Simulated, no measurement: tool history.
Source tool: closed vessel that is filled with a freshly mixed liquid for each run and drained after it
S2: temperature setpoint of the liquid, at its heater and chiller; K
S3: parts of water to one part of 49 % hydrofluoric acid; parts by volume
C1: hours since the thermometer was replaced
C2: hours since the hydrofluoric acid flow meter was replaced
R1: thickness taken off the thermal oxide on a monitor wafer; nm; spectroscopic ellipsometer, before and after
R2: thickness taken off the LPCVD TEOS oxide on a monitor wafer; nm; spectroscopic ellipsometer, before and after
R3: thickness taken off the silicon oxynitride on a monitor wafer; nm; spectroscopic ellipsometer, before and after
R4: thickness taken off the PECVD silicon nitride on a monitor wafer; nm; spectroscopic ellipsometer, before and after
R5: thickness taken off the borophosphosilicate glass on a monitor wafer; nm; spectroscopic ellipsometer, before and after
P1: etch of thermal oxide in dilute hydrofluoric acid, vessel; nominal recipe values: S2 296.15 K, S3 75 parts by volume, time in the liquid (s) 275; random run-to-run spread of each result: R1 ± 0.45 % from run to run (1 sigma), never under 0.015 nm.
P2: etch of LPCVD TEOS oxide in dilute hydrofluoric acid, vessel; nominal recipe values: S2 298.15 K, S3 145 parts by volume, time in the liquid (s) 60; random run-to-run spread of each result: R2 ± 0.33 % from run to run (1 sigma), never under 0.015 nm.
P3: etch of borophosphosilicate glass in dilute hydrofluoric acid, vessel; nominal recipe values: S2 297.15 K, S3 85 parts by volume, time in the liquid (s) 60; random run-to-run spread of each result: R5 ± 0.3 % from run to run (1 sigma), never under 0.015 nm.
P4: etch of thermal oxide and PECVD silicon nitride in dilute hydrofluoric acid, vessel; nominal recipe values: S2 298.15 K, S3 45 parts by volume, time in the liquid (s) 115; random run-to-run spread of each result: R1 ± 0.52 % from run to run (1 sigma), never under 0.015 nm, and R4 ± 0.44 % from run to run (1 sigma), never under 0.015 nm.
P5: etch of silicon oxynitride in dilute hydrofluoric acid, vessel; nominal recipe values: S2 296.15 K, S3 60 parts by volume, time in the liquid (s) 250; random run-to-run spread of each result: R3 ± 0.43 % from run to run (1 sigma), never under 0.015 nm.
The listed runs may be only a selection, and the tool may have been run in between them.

run 1 hour=4.3 | process_that_ran=P1 S2=296.15 S3=75 time_in_the_liquid_(s)=275 | C1=1223.3 C2=655.9 | R1=16.5140
run 2 hour=7.6 | process_that_ran=P1 S2=296.15 S3=115 time_in_the_liquid_(s)=460 | C1=1226.6 C2=659.2 | R1=17.3400
run 3 hour=11.8 | process_that_ran=P1 S2=296.15 S3=130 time_in_the_liquid_(s)=275 | C1=1230.8 C2=663.4 | R1=8.9741
run 4 hour=14.5 | process_that_ran=P2 S2=298.15 S3=145 time_in_the_liquid_(s)=30 | C1=1233.5 C2=666.1 | R2=4.4873
run 5 hour=18.3 | process_that_ran=P5 S2=296.15 S3=60 time_in_the_liquid_(s)=250 | C1=1237.3 C2=669.9 | R3=13.5590
run 6 hour=22.0 | process_that_ran=P4 S2=298.15 S3=45 time_in_the_liquid_(s)=115 | C1=1241.0 C2=673.6 | R1=13.9030 R4=4.5767
run 7 hour=25.4 | process_that_ran=P4 S2=298.15 S3=20 time_in_the_liquid_(s)=115 | C1=1244.4 C2=677.0 | R1=32.1450 R4=10.1470
run 8 hour=30.0 | process_that_ran=P5 S2=302.15 S3=60 time_in_the_liquid_(s)=250 | C1=1249.0 C2=681.6 | R3=17.8810
run 9 hour=33.6 | process_that_ran=P2 S2=298.15 S3=145 time_in_the_liquid_(s)=60 | C1=1252.6 C2=685.2 | R2=8.9308
run 10 hour=36.3 | process_that_ran=P1 S2=296.15 S3=75 time_in_the_liquid_(s)=60 | C1=1255.3 C2=687.9 | R1=3.6192
-- hour=36.6 thermometer replaced
run 11 hour=41.1 | process_that_ran=P1 S2=296.15 S3=135 time_in_the_liquid_(s)=85 | C1=4.6 C2=692.7 | R1=2.6617
run 12 hour=45.9 | process_that_ran=P4 S2=298.15 S3=45 time_in_the_liquid_(s)=115 | C1=9.4 C2=697.5 | R1=13.9520 R4=4.5797
run 13 hour=49.3 | process_that_ran=P1 S2=296.15 S3=75 time_in_the_liquid_(s)=275 | C1=12.8 C2=700.9 | R1=16.6240
run 14 hour=53.6 | process_that_ran=P4 S2=298.15 S3=45 time_in_the_liquid_(s)=205 | C1=17.1 C2=705.2 | R1=24.5210 R4=8.1758
run 15 hour=56.2 | process_that_ran=P5 S2=296.15 S3=105 time_in_the_liquid_(s)=250 | C1=19.7 C2=707.8 | R3=7.4513
run 16 hour=60.5 | process_that_ran=P1 S2=291.15 S3=75 time_in_the_liquid_(s)=85 | C1=24.0 C2=712.1 | R1=4.1429
run 17 hour=62.9 | process_that_ran=P2 S2=298.15 S3=80 time_in_the_liquid_(s)=60 | C1=26.4 C2=714.5 | R2=17.4770
run 18 hour=67.4 | process_that_ran=P2 S2=292.65 S3=145 time_in_the_liquid_(s)=60 | C1=30.9 C2=719.0 | R2=7.2323
run 19 hour=69.9 | process_that_ran=P1 S2=296.15 S3=20 time_in_the_liquid_(s)=275 | C1=33.4 C2=721.5 | R1=66.4230
run 20 hour=73.6 | process_that_ran=P1 S2=290.65 S3=75 time_in_the_liquid_(s)=275 | C1=37.1 C2=725.2 | R1=13.2140
run 21 hour=76.5 | process_that_ran=P3 S2=303.65 S3=85 time_in_the_liquid_(s)=60 | C1=40.0 C2=728.1 | R5=64.328
run 22 hour=79.6 | process_that_ran=P1 S2=296.15 S3=75 time_in_the_liquid_(s)=455 | C1=43.1 C2=731.2 | R1=27.4660
run 23 hour=84.3 | process_that_ran=P1 S2=296.15 S3=75 time_in_the_liquid_(s)=275 | C1=47.8 C2=735.9 | R1=16.6280
run 24 hour=87.6 | process_that_ran=P3 S2=297.15 S3=85 time_in_the_liquid_(s)=60 | C1=51.1 C2=739.2 | R5=50.152
run 25 hour=90.4 | process_that_ran=P3 S2=297.15 S3=135 time_in_the_liquid_(s)=60 | C1=53.9 C2=742.0 | R5=29.546
run 26 hour=92.7 | process_that_ran=P1 S2=296.15 S3=75 time_in_the_liquid_(s)=275 | C1=56.2 C2=744.3 | R1=16.4770
run 27 hour=95.8 | process_that_ran=P1 S2=296.15 S3=75 time_in_the_liquid_(s)=275 | C1=59.3 C2=747.4 | R1=16.4970
run 28 hour=98.7 | process_that_ran=P1 S2=300.15 S3=75 time_in_the_liquid_(s)=275 | C1=62.2 C2=750.3 | R1=19.4770
run 29 hour=100.9 | process_that_ran=P5 S2=296.15 S3=60 time_in_the_liquid_(s)=30 | C1=64.4 C2=752.5 | R3=1.6149
run 30 hour=105.5 | process_that_ran=P2 S2=298.15 S3=145 time_in_the_liquid_(s)=60 | C1=69.0 C2=757.1 | R2=8.9643
run 31 hour=109.6 | process_that_ran=P4 S2=304.65 S3=45 time_in_the_liquid_(s)=115 | C1=73.1 C2=761.2 | R1=18.0180 R4=7.0466
run 32 hour=112.7 | process_that_ran=P3 S2=297.15 S3=85 time_in_the_liquid_(s)=30 | C1=76.2 C2=764.3 | R5=25.132
run 33 hour=115.3 | process_that_ran=P1 S2=296.15 S3=75 time_in_the_liquid_(s)=275 | C1=78.8 C2=766.9 | R1=16.6670
run 34 hour=117.6 | process_that_ran=P1 S2=296.15 S3=75 time_in_the_liquid_(s)=275 | C1=81.1 C2=769.2 | R1=16.9170
run 35 hour=121.4 | process_that_ran=P1 S2=296.15 S3=75 time_in_the_liquid_(s)=275 | C1=84.9 C2=773.0 | R1=17.2750
run 36 hour=125.2 | process_that_ran=P1 S2=296.15 S3=75 time_in_the_liquid_(s)=275 | C1=88.7 C2=776.8 | R1=17.4710
run 37 hour=127.5 | process_that_ran=P1 S2=296.15 S3=75 time_in_the_liquid_(s)=275 | C1=91.0 C2=779.1 | R1=17.4560
run 38 hour=129.8 | process_that_ran=P1 S2=296.15 S3=75 time_in_the_liquid_(s)=275 | C1=93.3 C2=781.4 | R1=17.4010

Run 39 is up next; what results do you expect?
run 39 hour=134.3 | process_that_ran=P1 S2=296.15 S3=75 time_in_the_liquid_(s)=275 | C1=97.8 C2=785.9 | R1=?

For run 39 the tool returned R1 17.5910 nm.
